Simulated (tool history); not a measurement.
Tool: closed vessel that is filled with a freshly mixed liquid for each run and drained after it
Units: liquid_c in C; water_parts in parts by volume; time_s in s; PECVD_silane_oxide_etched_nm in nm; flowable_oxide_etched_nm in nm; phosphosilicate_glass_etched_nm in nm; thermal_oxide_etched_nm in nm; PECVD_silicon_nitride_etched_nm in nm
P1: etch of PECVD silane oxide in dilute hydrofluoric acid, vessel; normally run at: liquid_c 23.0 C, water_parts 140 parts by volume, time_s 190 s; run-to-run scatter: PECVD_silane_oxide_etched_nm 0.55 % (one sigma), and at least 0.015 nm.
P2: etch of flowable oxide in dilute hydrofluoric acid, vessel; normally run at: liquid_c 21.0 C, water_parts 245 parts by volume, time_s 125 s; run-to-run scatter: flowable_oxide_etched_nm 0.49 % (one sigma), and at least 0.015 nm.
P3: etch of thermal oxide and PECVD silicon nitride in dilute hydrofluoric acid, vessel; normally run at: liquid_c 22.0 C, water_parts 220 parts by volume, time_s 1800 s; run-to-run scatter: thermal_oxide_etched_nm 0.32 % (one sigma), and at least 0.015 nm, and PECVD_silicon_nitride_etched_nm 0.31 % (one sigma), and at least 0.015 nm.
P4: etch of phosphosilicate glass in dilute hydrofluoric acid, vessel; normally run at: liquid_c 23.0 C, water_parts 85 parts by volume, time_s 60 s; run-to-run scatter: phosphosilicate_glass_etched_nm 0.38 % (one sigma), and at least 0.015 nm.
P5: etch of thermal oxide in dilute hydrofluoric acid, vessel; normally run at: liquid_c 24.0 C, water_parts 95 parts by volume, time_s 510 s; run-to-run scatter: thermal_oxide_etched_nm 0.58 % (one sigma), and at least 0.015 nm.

| run | hour | process | liquid_c | water_parts | time_s | PECVD_silane_oxide_etched_nm | flowable_oxide_etched_nm | phosphosilicate_glass_etched_nm | thermal_oxide_etched_nm | PECVD_silicon_nitride_etched_nm |
|---|---|---|---|---|---|---|---|---|---|---|
| 1 | 16.0 | P1 | 23.0 | 140 | 190 | 47.241 |  |  |  |  |
| 2 | 27.7 | P2 | 21.0 | 245 | 125 |  | 8.8884 |  |  |  |
| 3 | 45.6 | P4 | 23.0 | 85 | 30 |  |  | 41.038 |  |  |
| 4 | 54.9 | P4 | 23.0 | 85 | 60 |  |  | 82.017 |  |  |
| 5 | 67.2 | P2 | 21.0 | 245 | 125 |  | 8.8196 |  |  |  |
| 6 | 86.1 | P3 | 17.0 | 220 | 1800 |  |  |  | 23.418 | 30.010 |
| 7 | 99.5 | P1 | 27.0 | 140 | 190 | 54.829 |  |  |  |  |
| 8 | 118.1 | P5 | 24.0 | 95 | 510 |  |  |  | 27.005 |  |
| 9 | 130.2 | P1 | 23.0 | 140 | 190 | 47.406 |  |  |  |  |
| 10 | 146.2 | P5 | 31.0 | 95 | 510 |  |  |  | 35.349 |  |
| 11 | 157.2 | P4 | 28.5 | 85 | 60 |  |  | 102.420 |  |  |
| 12 | 171.4 | P3 | 22.0 | 220 | 1800 |  |  |  | 28.172 | 41.656 |
| 13 | 184.1 | P5 | 24.0 | 160 | 510 |  |  |  | 14.920 |  |
| 14 | 201.2 | P1 | 23.0 | 85 | 190 | 84.112 |  |  |  |  |
| 15 | 219.5 | P1 | 23.0 | 70 | 370 | 199.580 |  |  |  |  |
| 16 | 235.9 | P3 | 22.0 | 400 | 1800 |  |  |  | 13.081 | 23.085 |
| 17 | 246.0 | P3 | 22.0 | 220 | 3560 |  |  |  | 55.689 | 82.503 |
| 18 | 254.9 | P2 | 17.0 | 245 | 125 |  | 7.6222 |  |  |  |
| 19 | 267.0 | P1 | 23.0 | 140 | 55 | 13.860 |  |  |  |  |
| 20 | 280.4 | P1 | 23.0 | 140 | 190 | 47.286 |  |  |  |  |
| 21 | 296.1 | P2 | 21.0 | 245 | 40 |  | 2.8067 |  |  |  |
| 22 | 309.8 | P4 | 23.0 | 30 | 60 |  |  | 249.950 |  |  |

Run 23 comes next. What will it give?
| 23 | 320.4 | P1 | 23.0 | 140 | 190 | ? |  |  |  |  |

{"run 23": {"PECVD_silane_oxide_etched_nm": 47.727}}

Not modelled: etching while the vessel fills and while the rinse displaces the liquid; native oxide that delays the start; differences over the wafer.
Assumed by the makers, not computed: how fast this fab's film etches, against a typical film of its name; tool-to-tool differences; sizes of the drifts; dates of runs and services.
